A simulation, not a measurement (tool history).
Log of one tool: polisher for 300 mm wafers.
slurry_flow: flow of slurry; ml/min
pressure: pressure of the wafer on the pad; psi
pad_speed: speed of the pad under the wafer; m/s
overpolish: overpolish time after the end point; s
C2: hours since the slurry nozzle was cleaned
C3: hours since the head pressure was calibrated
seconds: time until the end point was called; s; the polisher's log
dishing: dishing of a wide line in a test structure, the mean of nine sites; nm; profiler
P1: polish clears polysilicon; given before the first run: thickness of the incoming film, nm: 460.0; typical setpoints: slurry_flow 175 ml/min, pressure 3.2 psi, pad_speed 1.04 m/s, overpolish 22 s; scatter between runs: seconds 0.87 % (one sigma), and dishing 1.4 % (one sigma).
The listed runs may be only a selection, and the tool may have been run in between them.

{"run": 1, "hour": 5.0, "slurry_flow": 175, "pressure": 3.2, "pad_speed": 1.04, "overpolish": 22, "wafers polished on this pad": 643, "C2": 130.2, "C3": 89.4, "seconds": 24.391, "dishing": 36.294}
{"run": 2, "hour": 8.6, "slurry_flow": 175, "pressure": 3.2, "pad_speed": 1.04, "overpolish": 7, "wafers polished on this pad": 676, "C2": 133.8, "C3": 93, "seconds": 24.194, "dishing": 35.746}
{"run": 3, "hour": 13.3, "slurry_flow": 175, "pressure": 3.2, "pad_speed": 0.48, "overpolish": 35, "wafers polished on this pad": 719, "C2": 138.5, "C3": 97.7, "seconds": 53.082, "dishing": 36.499}
{"run": 4, "hour": 16.2, "slurry_flow": 175, "pressure": 3.2, "pad_speed": 1.58, "overpolish": 22, "wafers polished on this pad": 745, "C2": 141.4, "C3": 100.6, "seconds": 16.335, "dishing": 35.465}
{"run": 5, "hour": 21.2, "slurry_flow": 175, "pressure": 3.2, "pad_speed": 1.04, "overpolish": 22, "wafers polished on this pad": 791, "C2": 146.4, "C3": 105.6, "seconds": 24.396, "dishing": 36.188}
{"hour": 23.5, "done": "slurry nozzle cleaned"}
{"run": 6, "hour": 24.8, "slurry_flow": 175, "pressure": 3.2, "pad_speed": 1.04, "overpolish": 22, "wafers polished on this pad": 824, "C2": 1.3, "C3": 109.2, "seconds": 24.589, "dishing": 36.437}
{"run": 7, "hour": 27.4, "slurry_flow": 175, "pressure": 3.2, "pad_speed": 1.04, "overpolish": 22, "wafers polished on this pad": 847, "C2": 3.9, "C3": 111.8, "seconds": 24.48, "dishing": 35.994}
{"run": 8, "hour": 30.8, "slurry_flow": 175, "pressure": 2.3, "pad_speed": 1.04, "overpolish": 7, "wafers polished on this pad": 878, "C2": 7.3, "C3": 115.2, "seconds": 34.517, "dishing": 33.071}
{"run": 9, "hour": 36.0, "slurry_flow": 175, "pressure": 3.2, "pad_speed": 1.04, "overpolish": 39, "wafers polished on this pad": 926, "C2": 12.5, "C3": 120.4, "seconds": 24.504, "dishing": 37.088}
{"run": 10, "hour": 38.5, "slurry_flow": 175, "pressure": 4.8, "pad_speed": 1.04, "overpolish": 22, "wafers polished on this pad": 949, "C2": 15, "C3": 122.9, "seconds": 16.334, "dishing": 36.284}
{"run": 11, "hour": 43.2, "slurry_flow": 175, "pressure": 3.2, "pad_speed": 0.74, "overpolish": 22, "wafers polished on this pad": 991, "C2": 19.7, "C3": 127.6, "seconds": 34.958, "dishing": 36.01}
{"run": 12, "hour": 46.9, "slurry_flow": 175, "pressure": 3.2, "pad_speed": 1.04, "overpolish": 22, "wafers polished on this pad": 1025, "C2": 23.4, "C3": 131.3, "seconds": 25.042, "dishing": 35.966}
{"run": 13, "hour": 49.6, "slurry_flow": 175, "pressure": 1.7, "pad_speed": 1.04, "overpolish": 22, "wafers polished on this pad": 1050, "C2": 26.1, "C3": 134, "seconds": 45.844, "dishing": 36.959}
{"run": 14, "hour": 53.6, "slurry_flow": 105, "pressure": 3.2, "pad_speed": 1.04, "overpolish": 22, "wafers polished on this pad": 1086, "C2": 30.1, "C3": 138, "seconds": 27.037, "dishing": 36.466}
{"run": 15, "hour": 58.9, "slurry_flow": 270, "pressure": 3.2, "pad_speed": 1.04, "overpolish": 22, "wafers polished on this pad": 1135, "C2": 35.4, "C3": 143.3, "seconds": 23.239, "dishing": 36.29}
{"run": 16, "hour": 62.3, "slurry_flow": 175, "pressure": 3.2, "pad_speed": 1.04, "overpolish": 22, "wafers polished on this pad": 1166, "C2": 38.8, "C3": 146.7, "seconds": 24.466, "dishing": 36.425}
{"run": 17, "hour": 66.8, "slurry_flow": 175, "pressure": 3.2, "pad_speed": 1.04, "overpolish": 22, "wafers polished on this pad": 1207, "C2": 43.3, "C3": 151.2, "seconds": 25.053, "dishing": 35.814}
{"run": 18, "hour": 72.0, "slurry_flow": 175, "pressure": 3.2, "pad_speed": 1.04, "overpolish": 22, "wafers polished on this pad": 1254, "C2": 48.5, "C3": 156.4, "seconds": 25.933, "dishing": 35.932}
{"run": 19, "hour": 75.4, "slurry_flow": 175, "pressure": 3.2, "pad_speed": 1.04, "overpolish": 22, "wafers polished on this pad": 1285, "C2": 51.9, "C3": 159.8, "seconds": 26.234, "dishing": 36.902}
{"hour": 76.7, "done": "head pressure recalibrated"}
{"run": 20, "hour": 78.0, "slurry_flow": 175, "pressure": 3.2, "pad_speed": 1.04, "overpolish": 22, "wafers polished on this pad": 1309, "C2": 54.5, "C3": 1.4, "seconds": 25.79, "dishing": 36.518}
{"run": 21, "hour": 81.3, "slurry_flow": 175, "pressure": 3.2, "pad_speed": 1.04, "overpolish": 22, "wafers polished on this pad": 1339, "C2": 57.8, "C3": 4.7, "seconds": 26.694, "dishing": 36.865}
{"run": 22, "hour": 84.6, "slurry_flow": 175, "pressure": 3.2, "pad_speed": 1.04, "overpolish": 22, "wafers polished on this pad": 1369, "C2": 61.1, "C3": 8, "seconds": 26.079, "dishing": 35.924}

Run 23 comes next. What will it give?
{"run": 23, "hour": 88.8, "slurry_flow": 175, "pressure": 3.2, "pad_speed": 1.04, "overpolish": 22, "wafers polished on this pad": 1407, "C2": 65.3, "C3": 12.2, "seconds": "?", "dishing": "?"}

Run 23 measured seconds 26.199 s, dishing 36.923 nm.

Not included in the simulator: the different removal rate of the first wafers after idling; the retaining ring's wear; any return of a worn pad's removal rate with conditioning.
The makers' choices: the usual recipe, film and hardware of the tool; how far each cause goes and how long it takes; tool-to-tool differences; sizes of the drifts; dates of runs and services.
